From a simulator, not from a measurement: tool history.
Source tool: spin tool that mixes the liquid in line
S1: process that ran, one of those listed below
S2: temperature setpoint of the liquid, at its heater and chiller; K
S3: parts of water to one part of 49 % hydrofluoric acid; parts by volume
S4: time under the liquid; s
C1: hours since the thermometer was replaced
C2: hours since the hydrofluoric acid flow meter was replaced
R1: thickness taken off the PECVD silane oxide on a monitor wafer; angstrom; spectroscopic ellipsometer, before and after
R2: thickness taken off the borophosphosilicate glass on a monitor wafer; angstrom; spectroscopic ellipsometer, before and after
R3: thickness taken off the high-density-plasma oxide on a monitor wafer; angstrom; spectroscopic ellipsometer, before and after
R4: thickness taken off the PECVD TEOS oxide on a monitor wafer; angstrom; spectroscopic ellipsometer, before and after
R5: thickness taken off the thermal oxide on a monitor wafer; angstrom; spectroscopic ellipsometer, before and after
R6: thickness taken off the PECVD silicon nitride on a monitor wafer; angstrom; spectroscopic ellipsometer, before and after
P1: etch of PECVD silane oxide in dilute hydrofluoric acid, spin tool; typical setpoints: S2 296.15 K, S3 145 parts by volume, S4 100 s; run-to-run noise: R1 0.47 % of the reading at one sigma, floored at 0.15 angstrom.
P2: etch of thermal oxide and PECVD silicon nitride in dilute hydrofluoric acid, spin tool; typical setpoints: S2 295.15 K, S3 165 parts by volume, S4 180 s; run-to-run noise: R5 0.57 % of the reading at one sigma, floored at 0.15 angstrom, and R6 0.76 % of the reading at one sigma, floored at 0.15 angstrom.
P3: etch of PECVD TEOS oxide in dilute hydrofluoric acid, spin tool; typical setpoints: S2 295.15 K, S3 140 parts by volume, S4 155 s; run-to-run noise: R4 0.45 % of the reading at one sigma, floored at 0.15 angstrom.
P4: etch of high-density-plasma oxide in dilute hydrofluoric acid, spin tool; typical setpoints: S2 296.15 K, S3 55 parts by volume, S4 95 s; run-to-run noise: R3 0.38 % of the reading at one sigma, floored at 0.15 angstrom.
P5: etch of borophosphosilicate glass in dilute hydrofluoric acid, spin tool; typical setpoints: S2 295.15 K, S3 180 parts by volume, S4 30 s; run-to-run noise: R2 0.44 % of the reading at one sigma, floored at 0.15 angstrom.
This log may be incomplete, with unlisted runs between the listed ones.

run 1 day=0.479 | S1=P1 S2=296.15 S3=145 S4=100 | C1=1076.1 C2=953 | R1=237.73
run 2 day=1.146 | S1=P5 S2=290.15 S3=180 S4=30 | C1=1092.1 C2=969 | R2=70.555
run 3 day=1.604 | S1=P1 S2=296.15 S3=145 S4=195 | C1=1103.1 C2=980 | R1=468.16
run 4 day=2.229 | S1=P4 S2=296.15 S3=55 S4=170 | C1=1118.1 C2=995 | R3=162.08
run 5 day=2.996 | S1=P4 S2=304.15 S3=55 S4=95 | C1=1136.5 C2=1013.4 | R3=123.58
run 6 day=3.417 | S1=P1 S2=290.15 S3=145 S4=100 | C1=1146.6 C2=1023.5 | R1=187.94
run 7 day=4.2 | S1=P3 S2=290.15 S3=140 S4=155 | C1=1165.4 C2=1042.3 | R4=147.51
run 8 day=4.796 | S1=P2 S2=295.15 S3=165 S4=180 | C1=1179.7 C2=1056.6 | R5=44.148 R6=29.677
run 9 day=5.258 | S1=P3 S2=295.15 S3=250 S4=155 | C1=1190.8 C2=1067.7 | R4=90.263
run 10 day=5.812 | S1=P1 S2=296.15 S3=95 S4=100 | C1=1204.1 C2=1081 | R1=387.31
run 11 day=6.288 | S1=P1 S2=303.15 S3=145 S4=100 | C1=1215.5 C2=1092.4 | R1=311.27
run 12 day=6.875 | S1=P2 S2=295.15 S3=165 S4=65 | C1=1229.6 C2=1106.5 | R5=15.744 R6=10.722
run 13 day=7.608 | S1=P4 S2=296.15 S3=55 S4=95 | C1=1247.2 C2=1124.1 | R3=89.866
run 14 day=8.246 | S1=P1 S2=296.15 S3=145 S4=100 | C1=1262.5 C2=1139.4 | R1=240.93
run 15 day=8.671 | S1=P1 S2=296.15 S3=145 S4=25 | C1=1272.7 C2=1149.6 | R1=60.133
run 16 day=9.296 | S1=P1 S2=296.15 S3=205 S4=55 | C1=1287.7 C2=1164.6 | R1=86.82
run 17 day=9.883 | S1=P5 S2=295.15 S3=180 S4=55 | C1=1301.8 C2=1178.7 | R2=157.21
run 18 day=10.225 | S1=P1 S2=296.15 S3=205 S4=100 | C1=1310 C2=1186.9 | R1=158.22
run 19 day=10.654 | S1=P2 S2=295.15 S3=105 S4=180 | C1=1320.3 C2=1197.2 | R5=74.487 R6=46.967
-- day=10.854 hydrofluoric acid flow meter replaced
run 20 day=11.208 | S1=P1 S2=296.15 S3=145 S4=100 | C1=1333.6 C2=8.6 | R1=238.36
run 21 day=11.662 | S1=P1 S2=296.15 S3=145 S4=100 | C1=1344.5 C2=19.5 | R1=240.14
run 22 day=12.254 | S1=P5 S2=295.15 S3=180 S4=30 | C1=1358.7 C2=33.7 | R2=85.761
run 23 day=12.871 | S1=P1 S2=296.15 S3=145 S4=100 | C1=1373.5 C2=48.5 | R1=238.77
run 24 day=13.475 | S1=P3 S2=295.15 S3=140 S4=155 | C1=1388 C2=63 | R4=178.4
run 25 day=14.008 | S1=P4 S2=296.15 S3=20 S4=95 | C1=1400.8 C2=75.8 | R3=257.84
run 26 day=14.696 | S1=P5 S2=295.15 S3=310 S4=30 | C1=1417.3 C2=92.3 | R2=44.118
run 27 day=15.075 | S1=P1 S2=296.15 S3=145 S4=100 | C1=1426.4 C2=101.4 | R1=240.34
run 28 day=15.675 | S1=P3 S2=295.15 S3=140 S4=270 | C1=1440.8 C2=115.8 | R4=311.07
run 29 day=16.421 | S1=P2 S2=302.65 S3=165 S4=180 | C1=1458.7 C2=133.7 | R5=57.867 R6=47.747
run 30 day=17.154 | S1=P4 S2=296.15 S3=55 S4=95 | C1=1476.3 C2=151.3 | R3=89.681
run 31 day=17.796 | S1=P1 S2=296.15 S3=145 S4=100 | C1=1491.7 C2=166.7 | R1=239.18
run 32 day=18.346 | S1=P1 S2=300.65 S3=215 S4=100 | C1=1504.9 C2=179.9 | R1=176.2

Run 33, settings as shown, results not yet in. Your forecast:
run 33 day=18.858 | S1=P5 S2=295.15 S3=180 S4=30 | C1=1517.2 C2=192.2 | R2=?

{"run 33": {"R2": 85.329}}
